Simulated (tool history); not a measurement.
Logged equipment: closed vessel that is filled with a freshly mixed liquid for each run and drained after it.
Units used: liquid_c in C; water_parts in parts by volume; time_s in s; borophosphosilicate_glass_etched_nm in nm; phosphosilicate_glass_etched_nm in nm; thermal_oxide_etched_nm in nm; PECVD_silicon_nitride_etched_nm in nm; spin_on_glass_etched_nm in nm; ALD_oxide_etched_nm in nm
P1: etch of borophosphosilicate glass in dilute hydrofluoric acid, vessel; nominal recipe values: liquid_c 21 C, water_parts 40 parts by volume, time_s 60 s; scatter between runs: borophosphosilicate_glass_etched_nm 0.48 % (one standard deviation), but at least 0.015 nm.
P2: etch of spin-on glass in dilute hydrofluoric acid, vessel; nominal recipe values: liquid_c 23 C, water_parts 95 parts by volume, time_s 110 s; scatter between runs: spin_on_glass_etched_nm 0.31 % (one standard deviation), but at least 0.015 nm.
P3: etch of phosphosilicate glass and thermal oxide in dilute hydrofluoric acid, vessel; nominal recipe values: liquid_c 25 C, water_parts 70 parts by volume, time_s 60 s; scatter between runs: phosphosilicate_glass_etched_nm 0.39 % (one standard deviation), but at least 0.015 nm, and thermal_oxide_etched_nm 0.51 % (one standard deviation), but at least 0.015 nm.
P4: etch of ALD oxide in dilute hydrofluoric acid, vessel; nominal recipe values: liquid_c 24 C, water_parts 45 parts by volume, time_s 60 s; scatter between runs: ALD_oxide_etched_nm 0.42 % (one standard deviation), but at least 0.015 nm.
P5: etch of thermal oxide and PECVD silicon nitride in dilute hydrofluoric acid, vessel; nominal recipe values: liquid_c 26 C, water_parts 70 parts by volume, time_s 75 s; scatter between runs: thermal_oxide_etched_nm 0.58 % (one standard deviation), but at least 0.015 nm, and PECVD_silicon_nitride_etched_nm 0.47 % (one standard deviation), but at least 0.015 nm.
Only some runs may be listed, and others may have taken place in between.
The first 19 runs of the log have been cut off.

run     day  process  liquid_c  water_parts  time_s  hours since the thermometer was replaced  hours since the hydrofluoric acid flow meter was replaced  borophosphosilicate_glass_etched_nm  phosphosilicate_glass_etched_nm  thermal_oxide_etched_nm  PECVD_silicon_nitride_etched_nm  spin_on_glass_etched_nm  ALD_oxide_etched_nm
 20  10.438       P4        24           45      60                                      76.1                                                      833.3                                                                                                                                                                        36.593
 21  10.783       P4      32.5           45      60                                      84.4                                                      841.6                                                                                                                                                                        51.541
 22  11.254       P2        23           95     110                                      95.7                                                      852.9                                                                                                                                                   47.528
 23  11.858       P1        21           40     115                                     110.2                                                      867.4                               70.334
 24  12.454       P5        19           70      75                                     124.5                                                      881.7                                                                                         4.1517                           3.0494
 25  13.071       P2        27           95     110                                     139.3                                                      896.5                                                                                                                                                   55.924
 26  13.675       P1        21           40      30                                     153.8                                                        911                               18.484
 27  14.138       P5        26           70      75                                     164.9                                                      922.1                                                                                         5.4839                           4.8985

Forecast run 28:
 28  14.554       P1        21           40      60                                     174.9                                                      932.1                                    ?

For run 28 the tool returned borophosphosilicate_glass_etched_nm 36.908 nm.
